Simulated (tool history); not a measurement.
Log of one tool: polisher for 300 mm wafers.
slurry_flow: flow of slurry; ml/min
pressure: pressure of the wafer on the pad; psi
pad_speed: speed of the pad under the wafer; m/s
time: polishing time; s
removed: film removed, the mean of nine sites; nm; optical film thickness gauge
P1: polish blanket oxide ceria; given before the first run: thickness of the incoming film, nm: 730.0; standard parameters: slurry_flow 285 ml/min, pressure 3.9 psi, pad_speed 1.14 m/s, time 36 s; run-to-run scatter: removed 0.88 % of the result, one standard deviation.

run 1 hour=8 | slurry_flow=285 pressure=3.9 pad_speed=1.14 time=36 | removed=233.97
run 2 hour=19.2 | slurry_flow=285 pressure=3.9 pad_speed=1.14 time=36 | removed=231.76
run 3 hour=26.1 | slurry_flow=285 pressure=3.9 pad_speed=1.14 time=36 | removed=233.17
run 4 hour=32 | slurry_flow=285 pressure=6.1 pad_speed=1.14 time=36 | removed=357.75
run 5 hour=40.2 | slurry_flow=285 pressure=3.9 pad_speed=1.14 time=17 | removed=111.05
run 6 hour=48.5 | slurry_flow=285 pressure=3.9 pad_speed=0.58 time=36 | removed=117.72
run 7 hour=53.7 | slurry_flow=170 pressure=3.9 pad_speed=1.76 time=36 | removed=339.82
run 8 hour=59.3 | slurry_flow=285 pressure=1.8 pad_speed=1.14 time=36 | removed=106.5
run 9 hour=64.7 | slurry_flow=285 pressure=3.9 pad_speed=1.52 time=36 | removed=307.16
run 10 hour=71.9 | slurry_flow=285 pressure=5.6 pad_speed=1.14 time=48 | removed=445.33
run 11 hour=81 | slurry_flow=285 pressure=3.9 pad_speed=1.14 time=36 | removed=232.4
run 12 hour=86.1 | slurry_flow=375 pressure=3.9 pad_speed=1.14 time=36 | removed=237.32
run 13 hour=97.3 | slurry_flow=285 pressure=3.9 pad_speed=1.14 time=36 | removed=235.62
-- hour=99.5 slurry nozzle cleaned
run 14 hour=104.7 | slurry_flow=170 pressure=3.9 pad_speed=1.14 time=36 | removed=217.72

What does the tool deliver on the next run?
run 15 hour=111.9 | slurry_flow=285 pressure=3.9 pad_speed=1.14 time=52 | removed=?

removed: 332.39 nm
